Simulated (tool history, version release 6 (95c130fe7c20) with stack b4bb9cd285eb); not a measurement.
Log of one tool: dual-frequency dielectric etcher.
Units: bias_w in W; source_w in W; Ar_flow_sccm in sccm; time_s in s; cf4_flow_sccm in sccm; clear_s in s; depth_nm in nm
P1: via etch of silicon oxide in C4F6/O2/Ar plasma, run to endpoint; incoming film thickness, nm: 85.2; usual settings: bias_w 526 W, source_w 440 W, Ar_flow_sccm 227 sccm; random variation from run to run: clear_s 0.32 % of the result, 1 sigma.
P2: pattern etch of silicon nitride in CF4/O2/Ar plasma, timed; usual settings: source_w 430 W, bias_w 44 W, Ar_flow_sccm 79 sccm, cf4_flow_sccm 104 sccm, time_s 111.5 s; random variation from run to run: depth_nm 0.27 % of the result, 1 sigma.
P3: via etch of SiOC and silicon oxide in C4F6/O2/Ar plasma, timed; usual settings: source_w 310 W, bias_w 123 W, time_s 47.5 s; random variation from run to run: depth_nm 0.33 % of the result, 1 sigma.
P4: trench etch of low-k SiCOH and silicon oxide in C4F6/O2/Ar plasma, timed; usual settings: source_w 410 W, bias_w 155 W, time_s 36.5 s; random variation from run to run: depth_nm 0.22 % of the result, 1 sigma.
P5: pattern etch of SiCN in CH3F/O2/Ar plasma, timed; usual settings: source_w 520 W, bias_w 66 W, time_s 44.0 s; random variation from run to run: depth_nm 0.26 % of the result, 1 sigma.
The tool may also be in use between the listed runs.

{"run": 1, "day": 0.671, "process": "P1", "bias_w": 526, "source_w": 440, "Ar_flow_sccm": 227, "clear_s": 17.226}
{"run": 2, "day": 1.171, "process": "P1", "bias_w": 659, "source_w": 440, "Ar_flow_sccm": 227, "clear_s": 15.774}
{"run": 3, "day": 1.717, "process": "P5", "bias_w": 66, "source_w": 520, "time_s": 44.0, "depth_nm": 17.981}
{"run": 4, "day": 2.112, "process": "P2", "bias_w": 35, "source_w": 430, "Ar_flow_sccm": 79, "time_s": 111.5, "cf4_flow_sccm": 104, "depth_nm": 172.72}
{"run": 5, "day": 2.692, "process": "P1", "bias_w": 526, "source_w": 440, "Ar_flow_sccm": 162, "clear_s": 16.495}
{"run": 6, "day": 3.462, "process": "P2", "bias_w": 44, "source_w": 430, "Ar_flow_sccm": 79, "time_s": 164.0, "cf4_flow_sccm": 104, "depth_nm": 274.56}
{"run": 7, "day": 3.971, "process": "P1", "bias_w": 328, "source_w": 440, "Ar_flow_sccm": 227, "clear_s": 20.351}
{"run": 8, "day": 4.646, "process": "P4", "bias_w": 218, "source_w": 410, "time_s": 36.5, "depth_nm": 125.21}
{"run": 9, "day": 5.0, "process": "P3", "bias_w": 100, "source_w": 310, "time_s": 47.5, "depth_nm": 40.58}
{"run": 10, "day": 5.725, "process": "P2", "bias_w": 44, "source_w": 430, "Ar_flow_sccm": 79, "time_s": 111.5, "cf4_flow_sccm": 104, "depth_nm": 187.3}
{"run": 11, "day": 6.325, "process": "P4", "bias_w": 155, "source_w": 410, "time_s": 36.5, "depth_nm": 112.93}
{"run": 12, "day": 6.975, "process": "P1", "bias_w": 526, "source_w": 440, "Ar_flow_sccm": 227, "clear_s": 17.02}
{"run": 13, "day": 7.317, "process": "P1", "bias_w": 526, "source_w": 300, "Ar_flow_sccm": 227, "clear_s": 19.815}
{"run": 14, "day": 7.867, "process": "P3", "bias_w": 123, "source_w": 310, "time_s": 71.0, "depth_nm": 64.615}
{"run": 15, "day": 8.483, "process": "P4", "bias_w": 155, "source_w": 410, "time_s": 54.5, "depth_nm": 168.11}
{"run": 16, "day": 9.146, "process": "P4", "bias_w": 155, "source_w": 410, "time_s": 36.5, "depth_nm": 112.62}
{"run": 17, "day": 9.542, "process": "P1", "bias_w": 526, "source_w": 440, "Ar_flow_sccm": 227, "clear_s": 17.123}
{"run": 18, "day": 10.238, "process": "P2", "bias_w": 44, "source_w": 430, "Ar_flow_sccm": 79, "time_s": 111.5, "cf4_flow_sccm": 70, "depth_nm": 177.72}
{"run": 19, "day": 10.912, "process": "P1", "bias_w": 526, "source_w": 600, "Ar_flow_sccm": 227, "clear_s": 15.255}
{"run": 20, "day": 11.692, "process": "P4", "bias_w": 155, "source_w": 260, "time_s": 36.5, "depth_nm": 94.238}
{"run": 21, "day": 12.271, "process": "P1", "bias_w": 526, "source_w": 440, "Ar_flow_sccm": 227, "clear_s": 17.125}
{"run": 22, "day": 13.0, "process": "P5", "bias_w": 66, "source_w": 520, "time_s": 29.0, "depth_nm": 11.831}
{"run": 23, "day": 13.671, "process": "P3", "bias_w": 123, "source_w": 310, "time_s": 47.5, "depth_nm": 43.117}
{"run": 24, "day": 14.446, "process": "P3", "bias_w": 123, "source_w": 420, "time_s": 47.5, "depth_nm": 49.146}
{"run": 25, "day": 14.842, "process": "P1", "bias_w": 622, "source_w": 440, "Ar_flow_sccm": 298, "clear_s": 16.542}
{"run": 26, "day": 15.225, "process": "P5", "bias_w": 51, "source_w": 520, "time_s": 44.0, "depth_nm": 16.436}
{"run": 27, "day": 15.792, "process": "P1", "bias_w": 526, "source_w": 440, "Ar_flow_sccm": 227, "clear_s": 17.129}
{"run": 28, "day": 16.525, "process": "P1", "bias_w": 526, "source_w": 280, "Ar_flow_sccm": 166, "clear_s": 19.462}
{"run": 29, "day": 17.062, "process": "P2", "bias_w": 44, "source_w": 270, "Ar_flow_sccm": 79, "time_s": 111.5, "cf4_flow_sccm": 104, "depth_nm": 124.58}
{"run": 30, "day": 17.483, "process": "P5", "bias_w": 66, "source_w": 670, "time_s": 44.0, "depth_nm": 19.765}
{"run": 31, "day": 17.875, "process": "P2", "bias_w": 44, "source_w": 430, "Ar_flow_sccm": 98, "time_s": 111.5, "cf4_flow_sccm": 104, "depth_nm": 182.75}
{"run": 32, "day": 18.521, "process": "P3", "bias_w": 123, "source_w": 310, "time_s": 47.5, "depth_nm": 43.088}
{"run": 33, "day": 18.879, "process": "P2", "bias_w": 44, "source_w": 430, "Ar_flow_sccm": 79, "time_s": 111.5, "cf4_flow_sccm": 104, "depth_nm": 187.45}
{"run": 34, "day": 19.317, "process": "P1", "bias_w": 526, "source_w": 440, "Ar_flow_sccm": 227, "clear_s": 17.126}
{"run": 35, "day": 19.967, "process": "P1", "bias_w": 526, "source_w": 440, "Ar_flow_sccm": 312, "clear_s": 17.738}
{"run": 36, "day": 20.529, "process": "P1", "bias_w": 526, "source_w": 440, "Ar_flow_sccm": 227, "clear_s": 17.157}
{"run": 37, "day": 21.15, "process": "P1", "bias_w": 526, "source_w": 440, "Ar_flow_sccm": 227, "clear_s": 17.202}
{"run": 38, "day": 21.883, "process": "P1", "bias_w": 526, "source_w": 440, "Ar_flow_sccm": 227, "clear_s": 17.216}
{"run": 39, "day": 22.542, "process": "P1", "bias_w": 526, "source_w": 440, "Ar_flow_sccm": 227, "clear_s": 17.379}
{"run": 40, "day": 23.321, "process": "P1", "bias_w": 526, "source_w": 440, "Ar_flow_sccm": 227, "clear_s": 17.443}
{"run": 41, "day": 24.058, "process": "P1", "bias_w": 526, "source_w": 440, "Ar_flow_sccm": 227, "clear_s": 17.321}
{"run": 42, "day": 24.704, "process": "P1", "bias_w": 526, "source_w": 440, "Ar_flow_sccm": 227, "clear_s": 17.46}
{"run": 43, "day": 25.154, "process": "P1", "bias_w": 526, "source_w": 440, "Ar_flow_sccm": 227, "clear_s": 17.418}
{"day": 25.221, "done": "Ar flow controller replaced"}
{"day": 25.429, "done": "wet clean of the chamber"}
{"run": 44, "day": 25.767, "process": "P1", "bias_w": 526, "source_w": 440, "Ar_flow_sccm": 227, "clear_s": 17.517}
{"run": 45, "day": 26.129, "process": "P1", "bias_w": 526, "source_w": 440, "Ar_flow_sccm": 227, "clear_s": 17.321}
{"run": 46, "day": 26.625, "process": "P1", "bias_w": 526, "source_w": 440, "Ar_flow_sccm": 227, "clear_s": 17.386}
{"run": 47, "day": 27.125, "process": "P1", "bias_w": 526, "source_w": 440, "Ar_flow_sccm": 227, "clear_s": 17.353}

What P1 gives has crept away from where it was. These 2 causes fit the log equally well, each at the size given:
A: source power that arrives under what is set, % = 4.21
B: bias power that arrives under what is set, % = 4.15
The creep began at about day 20.529.
Why every other cause is out:
chamber walls in a state that lowers the etch rate, %: serviced at day 25.429, which brought nothing back
Ar flow that arrives over what is set, %: serviced at day 25.221, which brought nothing back

4 check runs are offered, one wafer each, their results left as question marks. Which one tells the causes apart?
{"run": "check 1", "day": 27.625, "process": "P5", "bias_w": 66, "source_w": 660, "time_s": 44.0, "depth_nm": "?"}
{"run": "check 2", "day": 27.625, "process": "P4", "bias_w": 212, "source_w": 260, "time_s": 36.5, "depth_nm": "?"}
{"run": "check 3", "day": 27.625, "process": "P3", "bias_w": 123, "source_w": 420, "time_s": 69.5, "depth_nm": "?"}
{"run": "check 4", "day": 27.625, "process": "P2", "bias_w": 44, "source_w": 270, "Ar_flow_sccm": 79, "time_s": 111.5, "cf4_flow_sccm": 104, "depth_nm": "?"}

What each check would give under each cause:
check=check_1 result=depth_nm if_A=19.345 if_B=19.392
check=check_2 result=depth_nm if_A=102.790 if_B=103.020
check=check_3 result=depth_nm if_A=70.122 if_B=70.451
check=check_4 result=depth_nm if_A=120.070 if_B=122.740
How far apart the two closest causes lie, in the result that separates them most: check 1 0.24 %; check 2 0.22 %; check 3 0.47 %; check 4 2.2 %
Check 4 tells the causes apart: in the others they would give nearly the same result.

Then check 4 was run and gave: depth_nm 122.460 nm. Which cause is it?

It is B: bias power that arrives under what is set, %.

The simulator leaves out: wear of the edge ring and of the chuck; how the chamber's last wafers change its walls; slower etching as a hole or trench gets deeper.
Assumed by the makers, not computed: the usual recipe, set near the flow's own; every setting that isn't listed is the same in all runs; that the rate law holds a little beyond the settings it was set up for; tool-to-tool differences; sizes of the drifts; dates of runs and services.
